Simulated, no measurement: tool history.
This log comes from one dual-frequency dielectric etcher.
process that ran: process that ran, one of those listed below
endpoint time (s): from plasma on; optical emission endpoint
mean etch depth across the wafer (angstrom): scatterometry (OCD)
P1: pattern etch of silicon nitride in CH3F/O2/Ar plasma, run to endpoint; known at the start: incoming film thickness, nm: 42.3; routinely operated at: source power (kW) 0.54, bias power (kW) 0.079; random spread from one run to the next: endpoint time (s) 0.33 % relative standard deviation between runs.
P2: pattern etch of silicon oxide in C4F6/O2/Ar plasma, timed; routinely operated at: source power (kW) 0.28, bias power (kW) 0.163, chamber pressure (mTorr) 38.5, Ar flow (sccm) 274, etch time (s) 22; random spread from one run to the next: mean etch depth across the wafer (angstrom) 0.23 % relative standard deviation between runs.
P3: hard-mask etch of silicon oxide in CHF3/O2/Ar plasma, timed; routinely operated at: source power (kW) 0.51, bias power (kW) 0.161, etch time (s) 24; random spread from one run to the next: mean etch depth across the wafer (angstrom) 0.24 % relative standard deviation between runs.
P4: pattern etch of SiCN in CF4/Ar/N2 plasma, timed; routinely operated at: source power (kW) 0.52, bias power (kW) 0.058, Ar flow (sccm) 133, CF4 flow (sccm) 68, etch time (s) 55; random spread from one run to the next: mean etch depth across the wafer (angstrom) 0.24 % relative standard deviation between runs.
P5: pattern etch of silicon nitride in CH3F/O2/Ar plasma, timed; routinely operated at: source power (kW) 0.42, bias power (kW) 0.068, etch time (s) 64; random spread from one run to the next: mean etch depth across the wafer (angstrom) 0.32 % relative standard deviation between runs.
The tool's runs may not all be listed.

run,hour,process that ran,source power (kW),bias power (kW),Ar flow (sccm),CF4 flow (sccm),etch time (s),chamber pressure (mTorr),hours since the last wet clean,hours since the last source power generator calibration,hours since the last bias power generator calibration,endpoint time (s),mean etch depth across the wafer (angstrom)
1,7.2,P1,0.54,0.079,,,,,352.4,545,2107.2,52.265,
2,12.7,P4,0.52,0.058,133,68,30.5,,357.9,550.5,2112.7,,262.6
3,19.9,P1,0.54,0.079,,,,,365.1,557.7,2119.9,52.328,
4,30.5,P1,0.72,0.079,,,,,375.7,568.3,2130.5,46.884,
5,38.1,P5,0.42,0.068,,,49,,383.3,575.9,2138.1,,350.83
6,48.9,P1,0.54,0.103,,,,,394.1,586.7,2148.9,47.573,
7,60,P2,0.28,0.163,163,,22,38.5,405.2,597.8,2160,,600.54
8,68,P1,0.54,0.062,,,,,413.2,605.8,2168,56.596,
9,76.9,P3,0.51,0.105,,,24,,422.1,614.7,2176.9,,375.52
10,84.6,P2,0.35,0.163,274,,22,38.5,429.8,622.4,2184.6,,616.93
11,95,P5,0.42,0.055,,,64,,440.2,632.8,2195,,426.67
12,100.4,P4,0.52,0.071,133,68,55,,445.6,638.2,2200.4,,509.44
13,108,P2,0.28,0.163,274,,27,38.5,453.2,645.8,2208,,690.88
14,114.7,P1,0.54,0.079,,,,,459.9,652.5,2214.7,52.521,
15,125.4,P4,0.52,0.058,133,68,55,,470.6,663.2,2225.4,,472.44
16,134.5,P3,0.51,0.161,,,34,,479.7,672.3,2234.5,,607.42
17,145.8,P1,0.38,0.079,,,,,491,683.6,2245.8,59.574,
18,156.6,P3,0.61,0.161,,,24,,501.8,694.4,2256.6,,459.05
19,167.4,P4,0.52,0.058,133,54,55,,512.6,705.2,2267.4,,455.08
20,176.9,P4,0.52,0.058,96,68,55,,522.1,714.7,2276.9,,499.43
# hour 188.1: bias power generator calibrated
21,188.6,P2,0.28,0.114,274,,22,38.5,533.8,726.4,0.6,,504.62
22,197.5,P1,0.54,0.079,,,,,542.7,735.3,9.5,52.389,
23,205.8,P5,0.42,0.068,,,64,,551,743.6,17.8,,457.21
24,216,P1,0.64,0.109,,,,,561.2,753.8,28,43.758,
25,221.4,P1,0.54,0.079,,,,,566.6,759.2,33.4,52.243,
26,229.3,P4,0.36,0.058,133,68,55,,574.5,767.1,41.3,,342.99
27,235.9,P2,0.28,0.163,274,,22,38.5,581.1,773.7,47.9,,561.19
28,245.6,P1,0.54,0.079,,,,,590.8,783.4,57.6,52.296,
29,252.6,P3,0.51,0.161,,,24,,597.8,790.4,64.6,,431.46
30,262.8,P2,0.28,0.163,274,,22,49,608,800.6,74.8,,547.74
31,273,P3,0.51,0.161,,,24,,618.2,810.8,85,,428.79
32,279.1,P5,0.58,0.068,,,64,,624.3,816.9,91.1,,515.09
33,284.4,P2,0.28,0.163,274,,22,38.5,629.6,822.2,96.4,,565.62
34,294.9,P1,0.54,0.079,,,,,640.1,832.7,106.9,52.158,
35,302.5,P1,0.54,0.079,,,,,647.7,840.3,114.5,51.898,
36,307.7,P1,0.54,0.079,,,,,652.9,845.5,119.7,51.712,
37,317.8,P1,0.54,0.079,,,,,663,855.6,129.8,52.107,
38,327.8,P1,0.54,0.079,,,,,673,865.6,139.8,52.019,
39,333.6,P1,0.54,0.079,,,,,678.8,871.4,145.6,51.824,
# hour 336.4: wet clean of the chamber
40,344.7,P1,0.54,0.079,,,,,8.3,882.5,156.7,51.622,
41,355.7,P1,0.54,0.079,,,,,19.3,893.5,167.7,51.736,
42,363,P1,0.54,0.079,,,,,26.6,900.8,175,51.575,
43,368.8,P1,0.54,0.079,,,,,32.4,906.6,180.8,51.472,

Compared with where it was, what P1 gives has crept away. Each cause listed below fits the log as well as the rest, at the size given for it:
A: source power that arrives over what is set, % = 4.41
B: bias power that arrives over what is set, % = 4.89
The creep began at about hour 294.9.
Why every other cause is out:
chamber walls in a state that raises the etch rate, %: maintenance at hour 336.4, after the shift began, did not return the process to its former output

Each of the 4 check runs below uses one wafer; its results are left as question marks. Which run tells the causes apart?
check 1,374.6,P4,0.43,0.058,133,68,35,,,,,,?
check 2,374.6,P5,0.57,0.068,,,64,,,,,,?
check 3,374.6,P3,0.59,0.107,,,24,,,,,,?
check 4,374.6,P2,0.33,0.163,274,,22,38.5,,,,,?

If the cause were each of the candidates in turn, the checks would give the following:
check,result,if A,if B
check 1,mean etch depth across the wafer (angstrom),265.21,259.69
check 2,mean etch depth across the wafer (angstrom),523.03,522.61
check 3,mean etch depth across the wafer (angstrom),405.99,404.9
check 4,mean etch depth across the wafer (angstrom),612.21,611.11
Minimum pairwise separation of causes per check, each pair taken at its best-separating result: check 1 2.11 %; check 2 0.08 %; check 3 0.27 %; check 4 0.18 %
Check 1 is the one run that separates the causes; every other check would come out nearly the same whichever cause is at work.

Check 1 has now been run. It gave: mean etch depth across the wafer (angstrom) 265.69. Which of the candidate causes is it?

The cause is A: source power that arrives over what is set, %.
